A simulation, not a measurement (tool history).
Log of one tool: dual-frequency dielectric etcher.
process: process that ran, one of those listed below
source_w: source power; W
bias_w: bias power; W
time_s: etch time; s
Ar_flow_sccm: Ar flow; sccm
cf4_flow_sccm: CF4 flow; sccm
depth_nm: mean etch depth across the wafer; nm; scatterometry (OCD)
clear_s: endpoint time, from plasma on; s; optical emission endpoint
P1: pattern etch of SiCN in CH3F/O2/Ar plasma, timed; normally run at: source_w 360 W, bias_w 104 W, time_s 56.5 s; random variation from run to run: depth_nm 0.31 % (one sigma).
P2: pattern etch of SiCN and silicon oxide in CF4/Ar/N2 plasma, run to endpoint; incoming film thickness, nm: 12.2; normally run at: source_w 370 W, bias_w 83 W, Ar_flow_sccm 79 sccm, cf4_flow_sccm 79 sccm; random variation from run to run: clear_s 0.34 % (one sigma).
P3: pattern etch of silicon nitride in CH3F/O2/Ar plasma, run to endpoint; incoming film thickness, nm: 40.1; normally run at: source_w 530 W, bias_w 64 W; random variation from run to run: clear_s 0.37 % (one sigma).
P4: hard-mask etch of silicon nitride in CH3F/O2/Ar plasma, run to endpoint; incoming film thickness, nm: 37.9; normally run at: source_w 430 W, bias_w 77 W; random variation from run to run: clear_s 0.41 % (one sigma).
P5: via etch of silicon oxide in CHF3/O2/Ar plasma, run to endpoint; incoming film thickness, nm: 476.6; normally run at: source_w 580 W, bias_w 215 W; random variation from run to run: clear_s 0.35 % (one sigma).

run	hour	process	source_w	bias_w	time_s	Ar_flow_sccm	cf4_flow_sccm	depth_nm	clear_s
1	11.9	P1	360	104	56.5			23.368	
2	24.8	P1	360	104	56.5			23.471	
3	38.6	P5	580	215					215.12
4	49.4	P5	580	305					190.88
5	60.4	P2	370	83		79	79		15.631
6	69.7	P1	360	104	36.5			15.205	
7	80.5	P1	360	104	56.5			23.522	
8	93.6	P2	260	83		79	79		21.259
9	106.6	P2	370	83		54	79		14.913
# hour 113.4: bias power generator calibrated
10	114.4	P2	370	104		79	79		14.403
11	129.2	P2	370	83		79	79		15.613
12	144.8	P1	230	104	56.5			19.982	
13	157.4	P1	360	104	78.5			32.535	
14	171.7	P3	530	64					55.017
15	182.8	P4	430	96					47.484
16	194.9	P1	430	104	56.5			24.936	
17	209.1	P5	580	215					215.03
18	225.4	P3	710	64					49.155
19	236.5	P3	530	64					54.718
# hour 240.6: source power generator calibrated
20	250.2	P5	760	215					195.89
21	260.4	P2	370	83		79	49		16.659
22	274.1	P1	360	104	56.5			23.41	
23	287.3	P1	420	127	56.5			26.846	
24	302.6	P4	610	77					44.746
25	317	P1	360	104	56.5			23.302	
26	324.3	P1	360	123	56.5			24.927	
27	336	P4	430	77					50.863
28	347.6	P1	300	69	56.5			18.689	
29	360.9	P3	530	50					59.518
30	371.3	P1	360	61	56.5			19.388	
31	387.1	P1	360	104	56.5			23.52	
32	401.4	P1	360	104	56.5			23.693	
33	412.2	P1	360	104	56.5			23.606	
34	421.5	P1	360	104	56.5			23.716	
35	438.2	P1	360	104	56.5			23.774	
# hour 440.4: wet clean of the chamber
36	446.5	P1	360	104	56.5			23.787	
37	457.6	P1	360	104	56.5			23.998	
38	466.4	P1	360	104	56.5			23.885	
39	482.8	P1	360	104	56.5			23.768	

What P1 gives has crept away from where it was. These 2 causes fit the log equally well, each at the size given:
A: source power that arrives over what is set, % = 4.37
B: bias power that arrives over what is set, % = 4.19
The creep began at about hour 387.1.
Why every other cause is out:
chamber walls in a state that raises the etch rate, %: serviced at hour 440.4, which brought nothing back

4 check runs are offered, each on 2 wafers whose results are averaged, their results left as question marks. Which one tells the causes apart?
check 1	499.2	P4	600	77					?
check 2	499.2	P3	680	64					?
check 3	499.2	P5	580	286					?
check 4	499.2	P2	370	103		79	64		?

What each check would give under each cause:
check	result	if A	if B
check 1	clear_s	44.347	44.454
check 2	clear_s	49.089	49.259
check 3	clear_s	191.92	192.08
check 4	clear_s	14.292	14.619
How far apart the two closest causes lie, in the result that separates them most: check 1 0.24 %; check 2 0.35 %; check 3 0.09 %; check 4 2.26 %
Check 4 tells the causes apart: in the others they would give nearly the same result.

Check 4 was then run and gave: clear_s 14.646 s. Which cause is it?

It is B: bias power that arrives over what is set, %.

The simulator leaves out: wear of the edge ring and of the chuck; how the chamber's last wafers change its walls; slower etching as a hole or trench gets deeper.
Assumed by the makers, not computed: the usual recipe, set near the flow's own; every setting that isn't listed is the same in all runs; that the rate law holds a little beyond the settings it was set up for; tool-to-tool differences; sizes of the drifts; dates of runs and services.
